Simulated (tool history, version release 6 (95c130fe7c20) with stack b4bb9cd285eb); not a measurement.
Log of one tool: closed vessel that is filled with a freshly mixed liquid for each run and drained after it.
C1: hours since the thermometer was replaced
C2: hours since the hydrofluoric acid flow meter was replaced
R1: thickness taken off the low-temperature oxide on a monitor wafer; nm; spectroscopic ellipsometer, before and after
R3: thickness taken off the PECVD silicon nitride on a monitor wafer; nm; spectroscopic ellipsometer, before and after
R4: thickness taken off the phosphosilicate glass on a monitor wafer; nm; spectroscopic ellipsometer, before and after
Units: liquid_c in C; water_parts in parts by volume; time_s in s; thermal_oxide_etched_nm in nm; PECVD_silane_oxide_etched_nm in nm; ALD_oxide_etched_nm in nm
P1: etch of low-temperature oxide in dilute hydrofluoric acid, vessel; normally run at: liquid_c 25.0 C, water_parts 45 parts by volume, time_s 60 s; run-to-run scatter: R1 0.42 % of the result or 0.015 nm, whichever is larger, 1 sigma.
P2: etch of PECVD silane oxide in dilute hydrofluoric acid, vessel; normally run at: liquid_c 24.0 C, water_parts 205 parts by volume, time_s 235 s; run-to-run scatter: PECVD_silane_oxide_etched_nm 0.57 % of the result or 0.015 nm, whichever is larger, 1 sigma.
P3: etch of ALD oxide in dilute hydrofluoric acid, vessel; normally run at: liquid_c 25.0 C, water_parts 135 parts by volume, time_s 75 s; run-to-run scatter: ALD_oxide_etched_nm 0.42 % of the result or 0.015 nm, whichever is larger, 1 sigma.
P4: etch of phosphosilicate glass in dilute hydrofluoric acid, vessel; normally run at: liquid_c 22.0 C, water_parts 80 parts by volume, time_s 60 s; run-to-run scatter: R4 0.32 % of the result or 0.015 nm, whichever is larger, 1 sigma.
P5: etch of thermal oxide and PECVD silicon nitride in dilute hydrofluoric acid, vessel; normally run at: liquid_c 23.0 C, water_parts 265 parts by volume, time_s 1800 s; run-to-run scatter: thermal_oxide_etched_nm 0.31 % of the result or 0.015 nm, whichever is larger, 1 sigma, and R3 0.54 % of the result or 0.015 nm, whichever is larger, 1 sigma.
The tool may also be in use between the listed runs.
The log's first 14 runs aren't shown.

{"run": 15, "hour": 207.5, "process": "P1", "liquid_c": 25.0, "water_parts": 45, "time_s": 60, "C1": 1958.1, "C2": 844.5, "R1": 41.951}
{"run": 16, "hour": 223.4, "process": "P1", "liquid_c": 25.0, "water_parts": 65, "time_s": 60, "C1": 1974.0, "C2": 860.4, "R1": 28.223}
{"run": 17, "hour": 239.3, "process": "P3", "liquid_c": 25.0, "water_parts": 135, "time_s": 110, "C1": 1989.9, "C2": 876.3, "ALD_oxide_etched_nm": 26.116}
{"run": 18, "hour": 258.4, "process": "P3", "liquid_c": 25.0, "water_parts": 200, "time_s": 75, "C1": 2009.0, "C2": 895.4, "ALD_oxide_etched_nm": 11.153}
{"run": 19, "hour": 276.2, "process": "P4", "liquid_c": 22.0, "water_parts": 80, "time_s": 110, "C1": 2026.8, "C2": 913.2, "R4": 156.83}
{"run": 20, "hour": 289.3, "process": "P2", "liquid_c": 24.0, "water_parts": 85, "time_s": 235, "C1": 2039.9, "C2": 926.3, "PECVD_silane_oxide_etched_nm": 57.992}
{"run": 21, "hour": 297.8, "process": "P1", "liquid_c": 25.0, "water_parts": 45, "time_s": 30, "C1": 2048.4, "C2": 934.8, "R1": 20.898}
{"run": 22, "hour": 312.2, "process": "P2", "liquid_c": 24.0, "water_parts": 205, "time_s": 235, "C1": 2062.8, "C2": 949.2, "PECVD_silane_oxide_etched_nm": 20.892}

Run 23 comes next. What will it give?
{"run": 23, "hour": 321.8, "process": "P3", "liquid_c": 25.0, "water_parts": 135, "time_s": 75, "C1": 2072.4, "C2": 958.8, "ALD_oxide_etched_nm": "?"}

ALD_oxide_etched_nm: 17.805 nm
